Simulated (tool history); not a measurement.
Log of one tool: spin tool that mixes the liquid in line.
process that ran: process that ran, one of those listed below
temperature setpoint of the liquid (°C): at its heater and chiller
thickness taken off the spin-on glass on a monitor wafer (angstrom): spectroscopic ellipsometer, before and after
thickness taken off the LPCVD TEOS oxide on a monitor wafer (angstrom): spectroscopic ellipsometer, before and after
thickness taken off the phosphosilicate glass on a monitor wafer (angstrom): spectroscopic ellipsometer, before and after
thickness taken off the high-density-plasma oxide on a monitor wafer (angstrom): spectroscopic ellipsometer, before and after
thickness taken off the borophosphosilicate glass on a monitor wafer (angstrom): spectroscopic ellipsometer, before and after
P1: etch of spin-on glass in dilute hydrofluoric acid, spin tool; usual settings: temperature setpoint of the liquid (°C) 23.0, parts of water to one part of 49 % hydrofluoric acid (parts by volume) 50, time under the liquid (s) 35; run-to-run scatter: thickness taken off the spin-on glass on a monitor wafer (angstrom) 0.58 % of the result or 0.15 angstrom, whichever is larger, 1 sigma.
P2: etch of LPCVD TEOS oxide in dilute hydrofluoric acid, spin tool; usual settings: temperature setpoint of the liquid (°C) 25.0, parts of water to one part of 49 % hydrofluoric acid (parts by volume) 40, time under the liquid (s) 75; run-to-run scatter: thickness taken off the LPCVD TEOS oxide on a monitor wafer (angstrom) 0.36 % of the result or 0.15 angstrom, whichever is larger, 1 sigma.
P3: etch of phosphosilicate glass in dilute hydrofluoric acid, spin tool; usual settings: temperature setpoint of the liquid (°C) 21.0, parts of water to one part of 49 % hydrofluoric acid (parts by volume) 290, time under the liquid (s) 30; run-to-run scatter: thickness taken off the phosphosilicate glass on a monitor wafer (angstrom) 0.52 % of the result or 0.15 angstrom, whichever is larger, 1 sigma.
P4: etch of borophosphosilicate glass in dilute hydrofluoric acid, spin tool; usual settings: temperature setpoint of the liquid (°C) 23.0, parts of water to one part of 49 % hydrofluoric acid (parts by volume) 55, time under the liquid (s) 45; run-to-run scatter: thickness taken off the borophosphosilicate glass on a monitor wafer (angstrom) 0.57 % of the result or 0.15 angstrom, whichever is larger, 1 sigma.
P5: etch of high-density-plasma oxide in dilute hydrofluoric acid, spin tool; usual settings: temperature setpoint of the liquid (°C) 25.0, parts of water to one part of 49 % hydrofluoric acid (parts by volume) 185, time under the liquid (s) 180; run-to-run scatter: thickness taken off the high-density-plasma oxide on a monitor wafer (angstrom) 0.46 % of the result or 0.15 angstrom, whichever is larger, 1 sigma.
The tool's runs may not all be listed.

| run | hour | process that ran | temperature setpoint of the liquid (°C) | parts of water to one part of 49 % hydrofluoric acid (parts by volume) | time under the liquid (s) | hours since the thermometer was replaced | hours since the hydrofluoric acid flow meter was replaced | thickness taken off the spin-on glass on a monitor wafer (angstrom) | thickness taken off the LPCVD TEOS oxide on a monitor wafer (angstrom) | thickness taken off the phosphosilicate glass on a monitor wafer (angstrom) | thickness taken off the high-density-plasma oxide on a monitor wafer (angstrom) | thickness taken off the borophosphosilicate glass on a monitor wafer (angstrom) |
|---|---|---|---|---|---|---|---|---|---|---|---|---|
| 1 | 8.2 | P1 | 23.0 | 50 | 35 | 1103.0 | 1427.7 | 255.79 |  |  |  |  |
| 2 | 17.1 | P2 | 25.0 | 55 | 75 | 1111.9 | 1436.6 |  | 259.21 |  |  |  |
| 3 | 25.6 | P1 | 23.0 | 50 | 35 | 1120.4 | 1445.1 | 255.98 |  |  |  |  |
| 4 | 38.0 | P1 | 23.0 | 50 | 35 | 1132.8 | 1457.5 | 253.41 |  |  |  |  |
| 5 | 49.7 | P1 | 23.0 | 50 | 35 | 1144.5 | 1469.2 | 252.45 |  |  |  |  |
| 6 | 63.0 | P3 | 21.0 | 290 | 15 | 1157.8 | 1482.5 |  |  | 36.288 |  |  |
|  | 67.6 | thermometer replaced |
| 7 | 79.1 | P3 | 21.0 | 290 | 30 | 11.5 | 1498.6 |  |  | 72.480 |  |  |
| 8 | 90.5 | P5 | 21.0 | 185 | 180 | 22.9 | 1510.0 |  |  |  | 42.039 |  |
| 9 | 99.9 | P4 | 23.0 | 55 | 15 | 32.3 | 1519.4 |  |  |  |  | 130.50 |
| 10 | 111.3 | P4 | 23.0 | 20 | 45 | 43.7 | 1530.8 |  |  |  |  | 1110.60 |
| 11 | 121.6 | P2 | 18.0 | 40 | 75 | 54.0 | 1541.1 |  | 270.59 |  |  |  |
| 12 | 131.3 | P1 | 23.0 | 50 | 60 | 63.7 | 1550.8 | 432.66 |  |  |  |  |
| 13 | 140.9 | P4 | 26.5 | 55 | 45 | 73.3 | 1560.4 |  |  |  |  | 445.35 |
| 14 | 153.1 | P1 | 17.0 | 75 | 35 | 85.5 | 1572.6 | 126.20 |  |  |  |  |
| 15 | 167.5 | P5 | 25.0 | 185 | 355 | 99.9 | 1587.0 |  |  |  | 95.579 |  |
| 16 | 182.8 | P1 | 23.0 | 50 | 35 | 115.2 | 1602.3 | 252.93 |  |  |  |  |
| 17 | 198.0 | P2 | 25.0 | 40 | 40 | 130.4 | 1617.5 |  | 193.59 |  |  |  |
| 18 | 206.4 | P1 | 23.0 | 50 | 20 | 138.8 | 1625.9 | 145.17 |  |  |  |  |
| 19 | 216.3 | P3 | 21.0 | 290 | 30 | 148.7 | 1635.8 |  |  | 72.615 |  |  |
| 20 | 228.8 | P3 | 17.0 | 290 | 30 | 161.2 | 1648.3 |  |  | 62.637 |  |  |
|  | 233.2 | hydrofluoric acid flow meter replaced |
| 21 | 239.7 | P1 | 23.0 | 25 | 35 | 172.1 | 6.5 | 522.54 |  |  |  |  |
| 22 | 250.9 | P5 | 25.0 | 330 | 180 | 183.3 | 17.7 |  |  |  | 23.519 |  |
| 23 | 260.1 | P1 | 27.5 | 50 | 35 | 192.5 | 26.9 | 306.59 |  |  |  |  |
| 24 | 267.1 | P1 | 23.0 | 50 | 35 | 199.5 | 33.9 | 254.65 |  |  |  |  |
| 25 | 283.3 | P4 | 23.0 | 55 | 45 | 215.7 | 50.1 |  |  |  |  | 391.45 |
| 26 | 297.8 | P1 | 17.0 | 50 | 35 | 230.2 | 64.6 | 196.03 |  |  |  |  |
| 27 | 305.8 | P5 | 25.0 | 185 | 180 | 238.2 | 72.6 |  |  |  | 48.571 |  |
| 28 | 319.1 | P2 | 25.0 | 40 | 75 | 251.5 | 85.9 |  | 361.17 |  |  |  |
| 29 | 331.8 | P1 | 23.0 | 50 | 35 | 264.2 | 98.6 | 255.33 |  |  |  |  |
| 30 | 345.4 | P3 | 21.0 | 115 | 30 | 277.8 | 112.2 |  |  | 218.900 |  |  |
| 31 | 360.0 | P1 | 23.0 | 90 | 35 | 292.4 | 126.8 | 133.42 |  |  |  |  |
| 32 | 369.4 | P4 | 23.0 | 55 | 45 | 301.8 | 136.2 |  |  |  |  | 387.04 |
| 33 | 381.9 | P1 | 23.0 | 50 | 35 | 314.3 | 148.7 | 251.97 |  |  |  |  |
| 34 | 390.5 | P1 | 23.0 | 50 | 35 | 322.9 | 157.3 | 244.34 |  |  |  |  |
| 35 | 406.2 | P1 | 23.0 | 50 | 35 | 338.6 | 173.0 | 240.37 |  |  |  |  |
| 36 | 419.9 | P1 | 23.0 | 50 | 35 | 352.3 | 186.7 | 235.59 |  |  |  |  |
| 37 | 431.5 | P1 | 23.0 | 50 | 35 | 363.9 | 198.3 | 232.06 |  |  |  |  |
| 38 | 446.5 | P1 | 23.0 | 50 | 35 | 378.9 | 213.3 | 232.26 |  |  |  |  |
| 39 | 454.2 | P1 | 23.0 | 50 | 35 | 386.6 | 221.0 | 229.47 |  |  |  |  |
| 40 | 467.5 | P1 | 23.0 | 50 | 35 | 399.9 | 234.3 | 228.92 |  |  |  |  |
| 41 | 477.5 | P1 | 23.0 | 50 | 35 | 409.9 | 244.3 | 231.21 |  |  |  |  |
| 42 | 493.5 | P1 | 23.0 | 50 | 35 | 425.9 | 260.3 | 229.63 |  |  |  |  |

What P1 gives has crept away from where it was. These 2 causes fit the log equally well, each at the size given:
A: hydrofluoric acid flow below the setpoint (%) = 9.1
B: liquid colder than its thermometer reads (K) = 2.44
The creep began at about hour 381.9.

4 check runs are offered, each on 2 wafers whose results are averaged, their results left as question marks. Which one tells the causes apart?
| check 1 | 509.5 | P3 | 21.0 | 115 | 15 |  |  |  |  | ? |  |  |
| check 2 | 509.5 | P4 | 23.0 | 30 | 20 |  |  |  |  |  |  | ? |
| check 3 | 509.5 | P2 | 20.0 | 40 | 75 |  |  |  | ? |  |  |  |
| check 4 | 509.5 | P5 | 25.0 | 265 | 340 |  |  |  |  |  | ? |  |

What each check would give under each cause:
| check | result | if A | if B |
|---|---|---|---|
| check 1 | thickness taken off the phosphosilicate glass on a monitor wafer (angstrom) | 98.240 | 99.098 |
| check 2 | thickness taken off the borophosphosilicate glass on a monitor wafer (angstrom) | 296.21 | 294.87 |
| check 3 | thickness taken off the LPCVD TEOS oxide on a monitor wafer (angstrom) | 265.10 | 263.72 |
| check 4 | thickness taken off the high-density-plasma oxide on a monitor wafer (angstrom) | 52.108 | 53.992 |
How far apart the two closest causes lie, in the result that separates them most: check 1 0.87 %; check 2 0.45 %; check 3 0.52 %; check 4 3.55 %
Only check 4 tells the causes apart: in the others they would give nearly the same result.

Then check 4 was run and gave: thickness taken off the high-density-plasma oxide on a monitor wafer (angstrom) 52.158. Which cause is it?

It is A: hydrofluoric acid flow below the setpoint (%).

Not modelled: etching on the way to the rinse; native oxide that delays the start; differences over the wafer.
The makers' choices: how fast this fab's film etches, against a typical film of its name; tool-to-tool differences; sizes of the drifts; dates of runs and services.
